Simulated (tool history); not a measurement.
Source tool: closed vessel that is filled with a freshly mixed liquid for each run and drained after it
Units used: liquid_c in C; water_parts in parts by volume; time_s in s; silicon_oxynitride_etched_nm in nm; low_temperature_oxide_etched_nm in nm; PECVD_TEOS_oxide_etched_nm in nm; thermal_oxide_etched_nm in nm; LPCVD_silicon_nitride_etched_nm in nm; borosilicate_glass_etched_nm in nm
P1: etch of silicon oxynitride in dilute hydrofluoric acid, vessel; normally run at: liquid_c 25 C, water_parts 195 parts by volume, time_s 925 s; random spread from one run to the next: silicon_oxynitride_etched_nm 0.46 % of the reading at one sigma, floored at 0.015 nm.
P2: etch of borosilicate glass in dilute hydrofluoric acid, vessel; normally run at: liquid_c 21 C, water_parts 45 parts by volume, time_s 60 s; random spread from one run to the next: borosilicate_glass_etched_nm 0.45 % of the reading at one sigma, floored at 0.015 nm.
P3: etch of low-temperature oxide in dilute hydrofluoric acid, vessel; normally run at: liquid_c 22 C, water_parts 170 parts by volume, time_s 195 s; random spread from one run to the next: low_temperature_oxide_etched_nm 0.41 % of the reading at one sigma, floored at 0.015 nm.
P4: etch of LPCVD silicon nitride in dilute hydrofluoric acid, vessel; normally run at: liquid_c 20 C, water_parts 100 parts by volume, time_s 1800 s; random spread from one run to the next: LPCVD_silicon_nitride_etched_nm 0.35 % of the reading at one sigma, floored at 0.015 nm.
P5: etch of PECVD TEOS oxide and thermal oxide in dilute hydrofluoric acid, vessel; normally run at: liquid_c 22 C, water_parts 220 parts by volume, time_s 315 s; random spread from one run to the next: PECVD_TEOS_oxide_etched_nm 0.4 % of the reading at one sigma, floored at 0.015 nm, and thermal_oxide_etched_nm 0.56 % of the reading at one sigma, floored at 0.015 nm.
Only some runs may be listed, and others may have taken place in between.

run	hour	process	liquid_c	water_parts	time_s	hours since the thermometer was replaced	hours since the hydrofluoric acid flow meter was replaced	silicon_oxynitride_etched_nm	low_temperature_oxide_etched_nm	PECVD_TEOS_oxide_etched_nm	thermal_oxide_etched_nm	LPCVD_silicon_nitride_etched_nm	borosilicate_glass_etched_nm
1	12.4	P1	25	195	925	970	858.6	14.974					
2	24.6	P3	22	170	65	982.2	870.8		8.4918				
3	34.2	P1	25	100	925	991.8	880.4	31.817					
4	49	P5	22	220	100	1006.6	895.2			7.1897	1.7701		
5	67.9	P1	25	275	65	1025.5	914.1	0.67953					
6	76	P5	22	220	315	1033.6	922.2			22.703	5.5185		
7	86.6	P1	29.5	195	925	1044.2	932.8	18.292					
8	102.4	P4	20	50	1800	1060	948.6					14.322	
9	113.9	P2	21	75	60	1071.5	960.1						22.733
10	126.8	P1	25	195	1450	1084.4	973	23.653					
11	142.4	P4	28	100	1800	1100	988.6					12.4	
12	160.9	P1	21	195	925	1118.5	1007.1	12.597					
13	174.1	P2	21	45	60	1131.7	1020.3						39.822
14	183.7	P2	21	45	110	1141.3	1029.9						71.655
15	194.6	P1	25	195	925	1152.2	1040.8	14.998					
16	202.9	P3	22	170	195	1160.5	1049.1		25.395				
17	220.3	P1	25	195	925	1177.9	1066.5	15.102					
18	235.1	P4	20	100	3590	1192.7	1081.3					14.506	
19	252.7	P1	25	195	505	1210.3	1098.9	8.3096					
20	271.2	P1	18	195	1595	1228.8	1117.4	18.69					
21	284.2	P4	20	100	1800	1241.8	1130.4					7.2664	
22	296.8	P3	22	60	195	1254.4	1143		81.88				
23	312.7	P5	17	220	315	1270.3	1158.9			18.759	4.5131		
24	326.4	P3	17	170	195	1284	1172.6		20.969				
25	335.2	P1	25	195	925	1292.8	1181.4	14.967					
26	346.8	P5	22	115	315	1304.4	1193			48.898	11.816		
27	362	P2	17	45	60	1319.6	1208.2						33.021
28	380.3	P1	25	195	925	1337.9	1226.5	15.034					
29	396.7	P1	25	345	925	1354.3	1242.9	7.5835					
30	407	P1	25	195	925	1364.6	1253.2	14.945					
31	417.1	P1	25	195	925	1374.7	1263.3	15.113					
32	434	P1	25	195	925	1391.6	1280.2	14.701					
33	451.2	P1	25	195	925	1408.8	1297.4	14.397					
34	469.1	P1	25	195	925	1426.7	1315.3	14.252					
35	481.4	P1	25	195	925	1439	1327.6	14.125					
36	494.2	P1	25	195	925	1451.8	1340.4	14.16					
37	512	P1	25	195	925	1469.6	1358.2	14.048					
38	522.5	P1	25	195	925	1480.1	1368.7	14.06					
39	537.1	P1	25	195	925	1494.7	1383.3	13.975					
40	552.3	P1	25	195	925	1509.9	1398.5	13.922					

What P1 gives has crept away from where it was. These 2 causes fit the log equally well, each at the size given:
A: hydrofluoric acid flow below the setpoint (%) = 6.02
B: liquid colder than its thermometer reads (K) = 1.61
The process output started creeping at around hour 417.1.

Of the 4 check runs listed below, each run on one wafer and each result written as a question mark, which would let you distinguish the listed causes because they would give clearly different results?
check 1	567.5	P5	17	220	170					?	?		
check 2	567.5	P4	27	100	1800							?	
check 3	567.5	P2	21	65	100								?
check 4	567.5	P3	17	80	195				?				

How each check would come out, cause by cause:
check	result	if A	if B
check 1	PECVD_TEOS_oxide_etched_nm	9.3928	9.4922
check 1	thermal_oxide_etched_nm	2.2865	2.3107
check 2	LPCVD_silicon_nitride_etched_nm	10.896	10.445
check 3	borosilicate_glass_etched_nm	41.5	41.478
check 4	low_temperature_oxide_etched_nm	45.458	45.381
Separation of the two closest causes in each check, using whichever result separates them best: check 1 1.05 %; check 2 4.23 %; check 3 0.05 %; check 4 0.17 %
Only in check 2 would the causes give clearly different results; in the remaining checks their results would be nearly the same.

The results of check 2 are: LPCVD_silicon_nitride_etched_nm 10.884 nm. Based on these, which of the listed causes is it?

It was cause A: hydrofluoric acid flow below the setpoint (%).
